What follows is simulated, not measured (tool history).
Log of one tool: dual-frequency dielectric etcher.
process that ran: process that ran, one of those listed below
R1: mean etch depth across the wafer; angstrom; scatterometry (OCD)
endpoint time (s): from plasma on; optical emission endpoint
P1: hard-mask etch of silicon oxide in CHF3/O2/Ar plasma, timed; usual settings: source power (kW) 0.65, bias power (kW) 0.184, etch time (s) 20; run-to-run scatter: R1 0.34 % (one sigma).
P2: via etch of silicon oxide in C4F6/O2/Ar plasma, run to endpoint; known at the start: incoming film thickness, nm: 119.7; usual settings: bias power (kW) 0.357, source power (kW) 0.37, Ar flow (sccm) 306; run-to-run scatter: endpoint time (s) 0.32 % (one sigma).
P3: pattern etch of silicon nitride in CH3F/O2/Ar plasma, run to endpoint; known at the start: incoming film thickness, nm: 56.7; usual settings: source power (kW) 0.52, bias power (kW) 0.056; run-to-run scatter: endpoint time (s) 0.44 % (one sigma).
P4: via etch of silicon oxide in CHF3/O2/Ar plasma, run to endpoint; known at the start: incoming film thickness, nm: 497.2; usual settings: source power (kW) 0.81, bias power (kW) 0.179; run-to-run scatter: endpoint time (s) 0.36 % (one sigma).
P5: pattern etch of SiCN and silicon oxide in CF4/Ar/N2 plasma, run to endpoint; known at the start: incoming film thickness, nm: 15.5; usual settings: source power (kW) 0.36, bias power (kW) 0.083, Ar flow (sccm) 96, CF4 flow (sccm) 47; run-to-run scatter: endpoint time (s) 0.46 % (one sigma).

Run 1, hour 15.6: process that ran P1, source power (kW) 0.65, bias power (kW) 0.184, etch time (s) 20. Result: R1 400.1 angstrom.
Run 2, hour 26.8: process that ran P5, source power (kW) 0.36, bias power (kW) 0.083, Ar flow (sccm) 96, CF4 flow (sccm) 38. Result: endpoint time (s) 22.985.
Run 3, hour 41: process that ran P4, source power (kW) 0.55, bias power (kW) 0.179. Result: endpoint time (s) 261.92.
Run 4, hour 57.4: process that ran P1, source power (kW) 0.65, bias power (kW) 0.132, etch time (s) 20. Result: R1 361.24 angstrom.
Run 5, hour 66.6: process that ran P1, source power (kW) 0.9, bias power (kW) 0.184, etch time (s) 27.5. Result: R1 623.71 angstrom.
Run 6, hour 75.6: process that ran P1, source power (kW) 0.65, bias power (kW) 0.184, etch time (s) 20. Result: R1 399.86 angstrom.
Run 7, hour 85.8: process that ran P3, source power (kW) 0.73, bias power (kW) 0.056. Result: endpoint time (s) 68.996.
Run 8, hour 96.3: process that ran P5, source power (kW) 0.36, bias power (kW) 0.083, Ar flow (sccm) 96, CF4 flow (sccm) 47. Result: endpoint time (s) 22.266.
Run 9, hour 108.9: process that ran P1, source power (kW) 0.65, bias power (kW) 0.184, etch time (s) 20. Result: R1 399.49 angstrom.
Run 10, hour 122.1: process that ran P1, source power (kW) 0.85, bias power (kW) 0.184, etch time (s) 20. Result: R1 442.83 angstrom.
Run 11, hour 137.7: process that ran P1, source power (kW) 0.65, bias power (kW) 0.184, etch time (s) 20. Result: R1 401.09 angstrom.
Run 12, hour 151.2: process that ran P5, source power (kW) 0.36, bias power (kW) 0.083, Ar flow (sccm) 96, CF4 flow (sccm) 47. Result: endpoint time (s) 22.546.
Run 13, hour 161.1: process that ran P2, source power (kW) 0.37, bias power (kW) 0.497, Ar flow (sccm) 306. Result: endpoint time (s) 27.28.
At hour 163.2: source power generator calibrated.
Run 14, hour 168.6: process that ran P2, source power (kW) 0.37, bias power (kW) 0.357, Ar flow (sccm) 190. Result: endpoint time (s) 29.179.
Run 15, hour 181.3: process that ran P2, source power (kW) 0.49, bias power (kW) 0.357, Ar flow (sccm) 306. Result: endpoint time (s) 27.759.
Run 16, hour 192.2: process that ran P4, source power (kW) 0.81, bias power (kW) 0.239. Result: endpoint time (s) 204.42.
Run 17, hour 200.2: process that ran P3, source power (kW) 0.52, bias power (kW) 0.056. Result: endpoint time (s) 78.945.
Run 18, hour 216.2: process that ran P1, source power (kW) 0.65, bias power (kW) 0.184, etch time (s) 20. Result: R1 402.01 angstrom.
Run 19, hour 225.1: process that ran P2, source power (kW) 0.37, bias power (kW) 0.357, Ar flow (sccm) 306. Result: endpoint time (s) 30.873.
Run 20, hour 234.2: process that ran P5, source power (kW) 0.36, bias power (kW) 0.062, Ar flow (sccm) 96, CF4 flow (sccm) 47. Result: endpoint time (s) 24.836.
Run 21, hour 242.2: process that ran P5, source power (kW) 0.29, bias power (kW) 0.083, Ar flow (sccm) 96, CF4 flow (sccm) 47. Result: endpoint time (s) 27.002.
Run 22, hour 250.9: process that ran P5, source power (kW) 0.36, bias power (kW) 0.083, Ar flow (sccm) 62, CF4 flow (sccm) 47. Result: endpoint time (s) 21.103.
Run 23, hour 267.6: process that ran P1, source power (kW) 0.65, bias power (kW) 0.184, etch time (s) 20. Result: R1 400.31 angstrom.
Run 24, hour 284.2: process that ran P1, source power (kW) 0.65, bias power (kW) 0.223, etch time (s) 20. Result: R1 428.18 angstrom.
Run 25, hour 296.6: process that ran P1, source power (kW) 0.65, bias power (kW) 0.184, etch time (s) 15.5. Result: R1 309.46 angstrom.
Run 26, hour 306.9: process that ran P1, source power (kW) 0.65, bias power (kW) 0.184, etch time (s) 27.5. Result: R1 552.75 angstrom.
Run 27, hour 314.4: process that ran P4, source power (kW) 0.81, bias power (kW) 0.179. Result: endpoint time (s) 224.49.
Run 28, hour 330.8: process that ran P1, source power (kW) 0.65, bias power (kW) 0.184, etch time (s) 20. Result: R1 399.46 angstrom.
Run 29, hour 341.3: process that ran P1, source power (kW) 0.54, bias power (kW) 0.184, etch time (s) 27. Result: R1 505.01 angstrom.
Run 30, hour 350.9: process that ran P1, source power (kW) 0.46, bias power (kW) 0.184, etch time (s) 20. Result: R1 349.7 angstrom.
Run 31, hour 358.4: process that ran P3, source power (kW) 0.52, bias power (kW) 0.038. Result: endpoint time (s) 88.337.
Run 32, hour 374.4: process that ran P1, source power (kW) 0.65, bias power (kW) 0.184, etch time (s) 20. Result: R1 399.97 angstrom.
Run 33, hour 390.9: process that ran P1, source power (kW) 0.65, bias power (kW) 0.184, etch time (s) 20. Result: R1 396.07 angstrom.
Run 34, hour 401.4: process that ran P1, source power (kW) 0.65, bias power (kW) 0.184, etch time (s) 20. Result: R1 395.2 angstrom.
Run 35, hour 412.7: process that ran P1, source power (kW) 0.65, bias power (kW) 0.184, etch time (s) 20. Result: R1 395.56 angstrom.
Run 36, hour 424.8: process that ran P1, source power (kW) 0.65, bias power (kW) 0.184, etch time (s) 20. Result: R1 393 angstrom.
At hour 429.3: wet clean of the chamber.
Run 37, hour 432.2: process that ran P1, source power (kW) 0.65, bias power (kW) 0.184, etch time (s) 20. Result: R1 393.05 angstrom.
Run 38, hour 446.5: process that ran P1, source power (kW) 0.65, bias power (kW) 0.184, etch time (s) 20. Result: R1 394.63 angstrom.
Run 39, hour 456.8: process that ran P1, source power (kW) 0.65, bias power (kW) 0.184, etch time (s) 20. Result: R1 390.96 angstrom.

What P1 gives has crept away from where it was. These 2 causes fit the log equally well, each at the size given:
A: bias power that arrives under what is set, % = 4.98
B: source power that arrives under what is set, % = 4.36
The creep began at about hour 374.4.
Why every other cause is out:
chamber walls in a state that lowers the etch rate, %: serviced at hour 429.3, which brought nothing back

4 check runs are offered, each on 3 wafers whose results are averaged, their results left as question marks. Which one tells the causes apart?
Run check 1, hour 467.1: process that ran P3, source power (kW) 0.71, bias power (kW) 0.048. Result: endpoint time (s) ?.
Run check 2, hour 467.1: process that ran P5, source power (kW) 0.36, bias power (kW) 0.083, Ar flow (sccm) 63, CF4 flow (sccm) 47. Result: endpoint time (s) ?.
Run check 3, hour 467.1: process that ran P4, source power (kW) 0.81, bias power (kW) 0.228. Result: endpoint time (s) ?.
Run check 4, hour 467.1: process that ran P2, source power (kW) 0.37, bias power (kW) 0.435, Ar flow (sccm) 306. Result: endpoint time (s) ?.

What each check would give under each cause:
  check             result    if A    if B
check 1  endpoint time (s)  73.965   74.18
check 2  endpoint time (s)   21.47  21.934
check 3  endpoint time (s)  210.84  210.71
check 4  endpoint time (s)  29.275  29.211
How far apart the two closest causes lie, in the result that separates them most: check 1 0.29 %; check 2 2.14 %; check 3 0.06 %; check 4 0.22 %
Only check 2 tells the causes apart: in the others they would give nearly the same result.

Then check 2 was run and gave: endpoint time (s) 21.963. Which cause is it?

It is B: source power that arrives under what is set, %.
